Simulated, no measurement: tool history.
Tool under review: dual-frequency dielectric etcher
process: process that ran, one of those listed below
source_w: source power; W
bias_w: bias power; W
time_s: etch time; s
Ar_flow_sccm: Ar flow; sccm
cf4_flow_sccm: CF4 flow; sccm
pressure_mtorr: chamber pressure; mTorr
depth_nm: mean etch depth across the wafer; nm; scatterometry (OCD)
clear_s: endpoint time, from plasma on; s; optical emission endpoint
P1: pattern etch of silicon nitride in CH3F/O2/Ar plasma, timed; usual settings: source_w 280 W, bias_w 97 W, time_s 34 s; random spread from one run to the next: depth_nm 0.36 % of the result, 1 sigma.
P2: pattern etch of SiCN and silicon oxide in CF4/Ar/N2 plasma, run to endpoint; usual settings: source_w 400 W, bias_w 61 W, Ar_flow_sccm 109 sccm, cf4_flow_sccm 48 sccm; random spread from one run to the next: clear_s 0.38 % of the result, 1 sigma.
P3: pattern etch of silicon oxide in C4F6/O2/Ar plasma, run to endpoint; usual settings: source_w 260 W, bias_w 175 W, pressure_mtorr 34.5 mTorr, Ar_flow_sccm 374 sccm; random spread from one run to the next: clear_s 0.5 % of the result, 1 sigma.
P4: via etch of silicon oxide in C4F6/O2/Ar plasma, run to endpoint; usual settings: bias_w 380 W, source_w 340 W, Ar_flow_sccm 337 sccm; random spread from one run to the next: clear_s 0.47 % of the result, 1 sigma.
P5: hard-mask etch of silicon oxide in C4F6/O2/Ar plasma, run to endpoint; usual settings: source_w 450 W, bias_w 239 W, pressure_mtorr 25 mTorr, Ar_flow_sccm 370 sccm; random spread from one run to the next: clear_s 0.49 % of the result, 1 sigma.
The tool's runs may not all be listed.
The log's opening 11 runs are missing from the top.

run,hour,process,source_w,bias_w,time_s,Ar_flow_sccm,cf4_flow_sccm,pressure_mtorr,depth_nm,clear_s
12,58.5,P3,260,175,,374,,34.5,,15.498
13,63.5,P4,340,380,,337,,,,47.064
14,70.6,P1,280,97,34,,,,23.801,
15,77.3,P1,220,97,49.5,,,,31.635,
16,80.5,P3,260,175,,374,,25.5,,14.935
17,85.9,P3,260,106,,374,,34.5,,17.991
18,90.6,P2,230,61,,109,48,,,31.743
19,94.1,P5,450,239,,476,,25,,49.087
20,99.3,P4,340,380,,337,,,,46.941
21,105.3,P1,280,97,34,,,,23.607,
22,111.4,P1,280,131,34,,,,26.795,
23,117.2,P2,400,61,,65,48,,,17.923
24,121.6,P1,180,97,34,,,,20.119,
25,125.3,P1,280,97,48,,,,33.415,
26,131.9,P2,400,61,,109,34,,,20.692
27,135.6,P2,400,61,,109,48,,,19.483
28,141.1,P5,450,239,,370,,34.5,,49.5

Run 29, settings as shown, results not yet in. Your forecast:
29,146.2,P3,350,175,,374,,34.5,,?

{"run 29": {"clear_s": 13.808}}
